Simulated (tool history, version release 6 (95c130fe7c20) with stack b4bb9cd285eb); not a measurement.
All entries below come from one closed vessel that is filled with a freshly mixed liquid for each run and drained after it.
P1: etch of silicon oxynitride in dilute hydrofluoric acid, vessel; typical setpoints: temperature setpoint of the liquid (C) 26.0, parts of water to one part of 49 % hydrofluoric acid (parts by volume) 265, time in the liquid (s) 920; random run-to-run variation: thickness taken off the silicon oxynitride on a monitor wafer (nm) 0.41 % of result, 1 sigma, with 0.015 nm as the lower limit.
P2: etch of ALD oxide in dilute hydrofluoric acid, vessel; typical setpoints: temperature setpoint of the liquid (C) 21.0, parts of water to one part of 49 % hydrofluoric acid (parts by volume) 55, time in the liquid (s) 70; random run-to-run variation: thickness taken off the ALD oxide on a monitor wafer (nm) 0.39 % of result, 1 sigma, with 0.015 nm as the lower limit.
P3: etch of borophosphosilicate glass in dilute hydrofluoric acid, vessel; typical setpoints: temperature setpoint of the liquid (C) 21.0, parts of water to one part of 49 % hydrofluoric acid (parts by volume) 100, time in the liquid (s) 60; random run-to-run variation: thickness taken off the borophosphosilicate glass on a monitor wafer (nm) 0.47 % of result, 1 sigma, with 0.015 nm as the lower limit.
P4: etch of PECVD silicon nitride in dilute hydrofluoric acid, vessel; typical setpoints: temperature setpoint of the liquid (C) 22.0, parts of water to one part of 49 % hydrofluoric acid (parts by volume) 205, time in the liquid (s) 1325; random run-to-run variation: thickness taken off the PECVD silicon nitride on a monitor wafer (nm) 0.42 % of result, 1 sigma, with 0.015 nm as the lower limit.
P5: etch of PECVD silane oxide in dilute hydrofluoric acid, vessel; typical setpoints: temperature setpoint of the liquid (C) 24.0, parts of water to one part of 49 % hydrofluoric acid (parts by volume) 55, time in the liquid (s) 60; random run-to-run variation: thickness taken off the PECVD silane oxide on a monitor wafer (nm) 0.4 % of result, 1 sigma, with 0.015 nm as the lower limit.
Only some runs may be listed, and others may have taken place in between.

run     day  process that ran  temperature setpoint of the liquid (C)  parts of water to one part of 49 % hydrofluoric acid (parts by volume)  time in the liquid (s)  hours since the thermometer was replaced  hours since the hydrofluoric acid flow meter was replaced  thickness taken off the silicon oxynitride on a monitor wafer (nm)  thickness taken off the PECVD silicon nitride on a monitor wafer (nm)  thickness taken off the ALD oxide on a monitor wafer (nm)  thickness taken off the PECVD silane oxide on a monitor wafer (nm)  thickness taken off the borophosphosilicate glass on a monitor wafer (nm)
  1   0.621                P1                                    26.0                                                                     265                     920                                     908.7                                                      322.4                                                             10.6830
  2   1.129                P1                                    31.5                                                                     265                     920                                     920.9                                                      334.6                                                             13.3750
  3   1.500                P1                                    26.0                                                                     265                    1740                                     929.8                                                      343.5                                                             20.2100
  4   2.012                P4                                    22.0                                                                     205                    1990                                     942.1                                                      355.8                                                                                                                                    18.9110
  5   2.442                P4                                    22.0                                                                     205                    1325                                     952.4                                                      366.1                                                                                                                                    12.6150
  6   2.796                P1                                    26.0                                                                      65                    1665                                     960.9                                                      374.6                                                             93.1290
  7   3.342                P2                                    21.0                                                                      55                      30                                     974.0                                                      387.7                                                                                                                                                                                                 9.824
  8   4.079                P1                                    26.0                                                                     265                     920                                     991.7                                                      405.4                                                             10.6540
  9   4.579                P2                                    21.0                                                                      20                      70                                    1003.7                                                      417.4                                                                                                                                                                                                65.845
 10   4.954                P2                                    28.5                                                                      55                      70                                    1012.7                                                      426.4                                                                                                                                                                                                31.034
 11   5.733                P5                                    24.0                                                                      55                      60                                    1031.4                                                      445.1                                                                                                                                                                                                                                                                    34.543
 12   6.354                P5                                    17.5                                                                      55                      60                                    1046.3                                                      460.0                                                                                                                                                                                                                                                                    26.115
 13   7.058                P3                                    21.0                                                                     100                      30                                    1063.2                                                      476.9                                                                                                                                                                                                                                                                                                                                               13.762
 14   7.821                P3                                    21.0                                                                     100                      60                                    1081.5                                                      495.2                                                                                                                                                                                                                                                                                                                                               27.678
 15   8.462                P1                                    21.0                                                                     265                     920                                    1096.9                                                      510.6                                                              8.5320
 16   8.879                P1                                    26.0                                                                     365                     920                                    1106.9                                                      520.6                                                              7.1455
 17   9.346                P1                                    26.0                                                                     265                     920                                    1118.1                                                      531.8                                                             10.7050
 18   9.758                P5                                    24.0                                                                      55                      60                                    1128.0                                                      541.7                                                                                                                                                                                                                                                                    34.497
 19  10.271                P5                                    24.0                                                                      55                      30                                    1140.3                                                      554.0                                                                                                                                                                                                                                                                    17.163
 20  10.833                P3                                    26.5                                                                     100                      60                                    1153.8                                                      567.5                                                                                                                                                                                                                                                                                                                                               34.541
 21  11.346                P1                                    26.0                                                                     265                     920                                    1166.1                                                      579.8                                                             10.7490
 22  12.092                P4                                    17.0                                                                     205                    1325                                    1184.0                                                      597.7                                                                                                                                     9.0285
 23  12.604                P3                                    21.0                                                                     100                      60                                    1196.3                                                      610.0                                                                                                                                                                                                                                                                                                                                               27.646
 24  13.233                P3                                    21.0                                                                      40                      60                                    1211.4                                                      625.1                                                                                                                                                                                                                                                                                                                                               74.791
 25  13.921                P2                                    21.0                                                                      55                      70                                    1227.9                                                      641.6                                                                                                                                                                                                22.955
 26  14.604                P1                                    26.0                                                                     265                     920                                    1244.3                                                      658.0                                                             10.6590
 27  14.967                P1                                    26.0                                                                      55                     920                                    1253.0                                                      666.7                                                             61.3570
 28  15.421                P5                                    24.0                                                                      80                      60                                    1263.9                                                      677.6                                                                                                                                                                                                                                                                    22.833
 29  16.112                P1                                    26.0                                                                     265                     360                                    1280.5                                                      694.2                                                              4.1836
 30  16.675                P1                                    26.0                                                                     265                     920                                    1294.0                                                      707.7                                                             10.6800
 31  17.338                P4                                    22.0                                                                     305                    1325                                    1309.9                                                      723.6                                                                                                                                     8.5133
 32  17.988                P1                                    26.0                                                                     265                     920                                    1325.5                                                      739.2                                                             10.6860
 33  18.512                P1                                    26.0                                                                     265                     920                                    1338.1                                                      751.8                                                             10.9970
 34  19.188                P1                                    26.0                                                                     265                     920                                    1354.3                                                      768.0                                                             11.0490
 35  19.833                P1                                    26.0                                                                     265                     920                                    1369.8                                                      783.5                                                             11.1530
 36  20.288                P1                                    26.0                                                                     265                     920                                    1380.7                                                      794.4                                                             11.2020
 37  20.725                P1                                    26.0                                                                     265                     920                                    1391.2                                                      804.9                                                             11.2980
 38  21.283                P1                                    26.0                                                                     265                     920                                    1404.6                                                      818.3                                                             11.3020
 39  21.738                P1                                    26.0                                                                     265                     920                                    1415.5                                                      829.2                                                             11.2930
 40  22.467                P1                                    26.0                                                                     265                     920                                    1433.0                                                      846.7                                                             11.3090
 41  22.925                P1                                    26.0                                                                     265                     920                                    1444.0                                                      857.7                                                             11.3440

Something has made what P1 gives creep away from where it was; the 2 causes below, each at its own stated size, fit the log equally well:
A: hydrofluoric acid flow above the setpoint (%) = 5.19
B: liquid hotter than its thermometer reads (K) = 1.45
The creep began at about day 17.988.

Each of the 4 check runs below uses one wafer; its results are left as question marks. Which run tells the causes apart?
check 1  23.383                P3                                    21.0                                                                     100                      60                                                                                                                                                                                                                                                                                                                                                                                                                                                         ?
check 2  23.383                P4                                    22.0                                                                     205                    1325                                                                                                                                                                                                                                               ?
check 3  23.383                P2                                    21.0                                                                      55                      70                                                                                                                                                                                                                                                                                                          ?
check 4  23.383                P5                                    24.0                                                                      55                      60                                                                                                                                                                                                                                                                                                                                                                              ?

Check results expected under each cause:
  check                                                                     result     if A     if B
check 1  thickness taken off the borophosphosilicate glass on a monitor wafer (nm)   29.313   29.384
check 2      thickness taken off the PECVD silicon nitride on a monitor wafer (nm)  13.2510  13.8340
check 3                  thickness taken off the ALD oxide on a monitor wafer (nm)   24.192   24.355
check 4         thickness taken off the PECVD silane oxide on a monitor wafer (nm)   36.357   36.539
Smallest distance between any two causes, each pair judged by its most separating result, in per cent: check 1 0.24 %; check 2 4.3 %; check 3 0.67 %; check 4 0.5 %
Check 2 is the one run that separates the causes; every other check would come out nearly the same whichever cause is at work.

Check 2 was carried out, with these results: thickness taken off the PECVD silicon nitride on a monitor wafer (nm) 13.9060. Which of the listed causes is responsible?

It was cause B: liquid hotter than its thermometer reads (K).
